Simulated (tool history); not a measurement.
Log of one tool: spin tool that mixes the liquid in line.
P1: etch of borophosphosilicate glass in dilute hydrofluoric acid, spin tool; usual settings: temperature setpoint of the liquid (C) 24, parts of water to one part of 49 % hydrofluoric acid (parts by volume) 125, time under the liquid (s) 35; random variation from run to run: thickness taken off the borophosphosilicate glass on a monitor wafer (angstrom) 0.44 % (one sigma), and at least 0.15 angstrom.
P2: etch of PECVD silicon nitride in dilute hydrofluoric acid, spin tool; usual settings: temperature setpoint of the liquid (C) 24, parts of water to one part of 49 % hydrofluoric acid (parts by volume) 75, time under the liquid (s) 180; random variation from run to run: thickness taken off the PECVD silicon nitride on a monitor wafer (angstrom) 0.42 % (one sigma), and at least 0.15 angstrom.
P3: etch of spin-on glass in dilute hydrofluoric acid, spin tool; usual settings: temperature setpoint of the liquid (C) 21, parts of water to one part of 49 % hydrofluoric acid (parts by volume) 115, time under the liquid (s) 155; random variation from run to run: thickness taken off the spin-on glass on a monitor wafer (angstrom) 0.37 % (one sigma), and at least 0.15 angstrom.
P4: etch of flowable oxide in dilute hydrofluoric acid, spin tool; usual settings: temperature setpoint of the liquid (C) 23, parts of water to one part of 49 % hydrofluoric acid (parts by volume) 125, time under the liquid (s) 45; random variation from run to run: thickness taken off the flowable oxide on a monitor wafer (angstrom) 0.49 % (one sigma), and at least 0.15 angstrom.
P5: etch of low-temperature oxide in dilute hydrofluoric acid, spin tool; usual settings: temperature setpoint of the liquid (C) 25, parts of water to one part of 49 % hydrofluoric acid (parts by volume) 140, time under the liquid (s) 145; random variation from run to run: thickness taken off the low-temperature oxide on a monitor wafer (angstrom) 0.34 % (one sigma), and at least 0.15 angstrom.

| run | hour | process that ran | temperature setpoint of the liquid (C) | parts of water to one part of 49 % hydrofluoric acid (parts by volume) | time under the liquid (s) | thickness taken off the borophosphosilicate glass on a monitor wafer (angstrom) | thickness taken off the PECVD silicon nitride on a monitor wafer (angstrom) | thickness taken off the flowable oxide on a monitor wafer (angstrom) | thickness taken off the spin-on glass on a monitor wafer (angstrom) | thickness taken off the low-temperature oxide on a monitor wafer (angstrom) |
|---|---|---|---|---|---|---|---|---|---|---|
| 1 | 15.9 | P1 | 24 | 125 | 35 | 80.246 |  |  |  |  |
| 2 | 24.7 | P2 | 24 | 75 | 180 |  | 83.196 |  |  |  |
| 3 | 40.4 | P4 | 23 | 125 | 45 |  |  | 139.25 |  |  |
| 4 | 49.3 | P1 | 24 | 125 | 35 | 80.21 |  |  |  |  |
| 5 | 62.3 | P2 | 28.5 | 75 | 180 |  | 110.96 |  |  |  |
| 6 | 75.1 | P1 | 18 | 125 | 35 | 62.786 |  |  |  |  |
| 7 | 89.3 | P1 | 24 | 125 | 15 | 34.344 |  |  |  |  |
| 8 | 100.8 | P1 | 24 | 125 | 35 | 80.508 |  |  |  |  |
| 9 | 115.7 | P3 | 17 | 115 | 155 |  |  |  | 359.22 |  |
| 10 | 124.1 | P2 | 24 | 75 | 305 |  | 140.25 |  |  |  |
| 11 | 131.7 | P5 | 25 | 70 | 145 |  |  |  |  | 818.17 |
| 12 | 144.7 | P1 | 32 | 125 | 50 | 155.08 |  |  |  |  |
| 13 | 155 | P3 | 21 | 160 | 155 |  |  |  | 291.75 |  |
| 14 | 168.6 | P2 | 24 | 115 | 180 |  | 54.335 |  |  |  |
| 15 | 183.4 | P1 | 30 | 125 | 35 | 102.05 |  |  |  |  |
| 16 | 191.3 | P4 | 29.5 | 125 | 45 |  |  | 177.4 |  |  |
| 17 | 203.4 | P1 | 27.5 | 125 | 65 | 170.66 |  |  |  |  |
| 18 | 211.9 | P4 | 23 | 70 | 45 |  |  | 266.18 |  |  |
| 19 | 226.2 | P1 | 24 | 190 | 35 | 49.513 |  |  |  |  |
| 20 | 238.5 | P5 | 25 | 140 | 250 |  |  |  |  | 645.28 |
| 21 | 245.4 | P3 | 21 | 115 | 55 |  |  |  | 150.6 |  |
| 22 | 258.3 | P1 | 24 | 125 | 35 | 79.925 |  |  |  |  |
| 23 | 269.5 | P1 | 24 | 125 | 50 | 114.77 |  |  |  |  |
| 24 | 284.7 | P5 | 25 | 140 | 145 |  |  |  |  | 375.63 |
| 25 | 291.9 | P5 | 17.5 | 140 | 145 |  |  |  |  | 278.41 |
| 26 | 299.7 | P3 | 21 | 115 | 155 |  |  |  | 423.4 |  |
| 27 | 310 | P1 | 24 | 125 | 35 | 80.375 |  |  |  |  |
| 28 | 323.4 | P4 | 23 | 125 | 25 |  |  | 77.214 |  |  |
| 29 | 330.5 | P1 | 24 | 75 | 35 | 142.07 |  |  |  |  |
| 30 | 338.5 | P4 | 23 | 125 | 45 |  |  | 137.57 |  |  |
| 31 | 348.7 | P1 | 24 | 125 | 35 | 80.759 |  |  |  |  |
| 32 | 356.2 | P1 | 24 | 125 | 35 | 81.89 |  |  |  |  |
| 33 | 366.2 | P1 | 24 | 125 | 35 | 82.697 |  |  |  |  |
| 34 | 374.4 | P1 | 24 | 125 | 35 | 84.269 |  |  |  |  |
| 35 | 388.9 | P1 | 24 | 125 | 35 | 85.216 |  |  |  |  |
| 36 | 396 | P1 | 24 | 125 | 35 | 86.389 |  |  |  |  |
| 37 | 408.2 | P1 | 24 | 125 | 35 | 85.416 |  |  |  |  |
| 38 | 415.1 | P1 | 24 | 125 | 35 | 85.958 |  |  |  |  |
| 39 | 426.6 | P1 | 24 | 125 | 35 | 85.053 |  |  |  |  |
| 40 | 440.5 | P1 | 24 | 125 | 35 | 85.79 |  |  |  |  |
| 41 | 450 | P1 | 24 | 125 | 35 | 85.838 |  |  |  |  |

What P1 gives has crept away from where it was. These 2 causes fit the log equally well, each at the size given:
A: hydrofluoric acid flow above the setpoint (%) = 6.27
B: liquid hotter than its thermometer reads (K) = 1.81
The creep began at about hour 348.7.

4 check runs are offered, one wafer each, their results left as question marks. Which one tells the causes apart?
| check 1 | 459.5 | P5 | 25 | 140 | 145 |  |  |  |  | ? |
| check 2 | 459.5 | P4 | 23 | 125 | 45 |  |  | ? |  |  |
| check 3 | 459.5 | P3 | 21 | 115 | 155 |  |  |  | ? |  |
| check 4 | 459.5 | P2 | 24 | 75 | 180 |  | ? |  |  |  |

What each check would give under each cause:
| check | result | if A | if B |
|---|---|---|---|
| check 1 | thickness taken off the low-temperature oxide on a monitor wafer (angstrom) | 402.65 | 401.73 |
| check 2 | thickness taken off the flowable oxide on a monitor wafer (angstrom) | 149.2 | 149.36 |
| check 3 | thickness taken off the spin-on glass on a monitor wafer (angstrom) | 453.3 | 455.04 |
| check 4 | thickness taken off the PECVD silicon nitride on a monitor wafer (angstrom) | 88.141 | 93.578 |
How far apart the two closest causes lie, in the result that separates them most: check 1 0.23 %; check 2 0.11 %; check 3 0.38 %; check 4 5.99 %
Check 4 tells the causes apart: in the others they would give nearly the same result.

Then check 4 was run and gave: thickness taken off the PECVD silicon nitride on a monitor wafer (angstrom) 88.005. Which cause is it?

It is A: hydrofluoric acid flow above the setpoint (%).

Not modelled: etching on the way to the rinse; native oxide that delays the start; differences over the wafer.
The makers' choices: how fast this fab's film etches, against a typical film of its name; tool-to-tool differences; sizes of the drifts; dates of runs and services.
